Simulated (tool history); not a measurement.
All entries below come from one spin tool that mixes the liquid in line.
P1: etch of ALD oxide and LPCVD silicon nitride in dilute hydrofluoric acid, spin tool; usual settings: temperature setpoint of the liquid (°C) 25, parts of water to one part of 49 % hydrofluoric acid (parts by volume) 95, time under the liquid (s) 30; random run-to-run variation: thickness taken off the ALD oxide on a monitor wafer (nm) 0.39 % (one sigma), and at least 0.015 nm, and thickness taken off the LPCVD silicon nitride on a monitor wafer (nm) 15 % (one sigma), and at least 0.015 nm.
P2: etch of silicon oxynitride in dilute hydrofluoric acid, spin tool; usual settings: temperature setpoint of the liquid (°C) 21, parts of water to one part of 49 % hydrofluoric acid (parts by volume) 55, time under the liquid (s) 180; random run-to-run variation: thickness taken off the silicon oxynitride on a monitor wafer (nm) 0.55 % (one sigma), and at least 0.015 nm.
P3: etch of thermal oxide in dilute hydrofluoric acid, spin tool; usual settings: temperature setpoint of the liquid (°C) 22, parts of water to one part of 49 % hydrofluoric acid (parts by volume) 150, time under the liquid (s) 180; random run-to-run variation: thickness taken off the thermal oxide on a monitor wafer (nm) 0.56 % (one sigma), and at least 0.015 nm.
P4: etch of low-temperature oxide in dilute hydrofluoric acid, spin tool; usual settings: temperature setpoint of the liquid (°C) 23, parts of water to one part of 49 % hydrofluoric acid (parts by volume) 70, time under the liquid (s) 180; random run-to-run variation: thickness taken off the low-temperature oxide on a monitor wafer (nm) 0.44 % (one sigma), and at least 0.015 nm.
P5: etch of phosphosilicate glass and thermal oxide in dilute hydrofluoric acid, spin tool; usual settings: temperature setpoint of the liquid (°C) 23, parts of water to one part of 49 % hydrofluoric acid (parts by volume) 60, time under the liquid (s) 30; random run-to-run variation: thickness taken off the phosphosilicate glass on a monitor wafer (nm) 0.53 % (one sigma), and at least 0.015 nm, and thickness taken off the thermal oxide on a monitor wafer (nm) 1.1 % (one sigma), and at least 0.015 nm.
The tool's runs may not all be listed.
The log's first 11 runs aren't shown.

run	hour	process that ran	temperature setpoint of the liquid (°C)	parts of water to one part of 49 % hydrofluoric acid (parts by volume)	time under the liquid (s)	thickness taken off the ALD oxide on a monitor wafer (nm)	thickness taken off the LPCVD silicon nitride on a monitor wafer (nm)	thickness taken off the phosphosilicate glass on a monitor wafer (nm)	thickness taken off the thermal oxide on a monitor wafer (nm)	thickness taken off the low-temperature oxide on a monitor wafer (nm)	thickness taken off the silicon oxynitride on a monitor wafer (nm)
12	87.8	P1	25	95	30	10.627	0.10388				
13	95.7	P2	17	55	180						3.504
14	100.5	P1	25	35	30	31.075	0.46649				
15	107.5	P1	25	50	15	10.776	0.11972				
16	115.2	P5	23	25	30			151.73	5.7408		
17	123.4	P1	25	145	30	6.5119	0.085086				
18	131.2	P2	21	55	360						8.6328
19	137.8	P5	23	60	60			121.64	4.6548		
20	146.8	P1	18	95	30	8.041	0.081647				
21	152.2	P4	23	70	365					61.095	
22	157.2	P4	23	40	180					54.637	
23	163.9	P1	30.5	95	30	13.198	0.19252				

Estimate the outcome of run 24 from the log above:
24	173	P1	25	95	30	?	?				

thickness taken off the ALD oxide on a monitor wafer (nm): 10.66
thickness taken off the LPCVD silicon nitride on a monitor wafer (nm): 0.10282
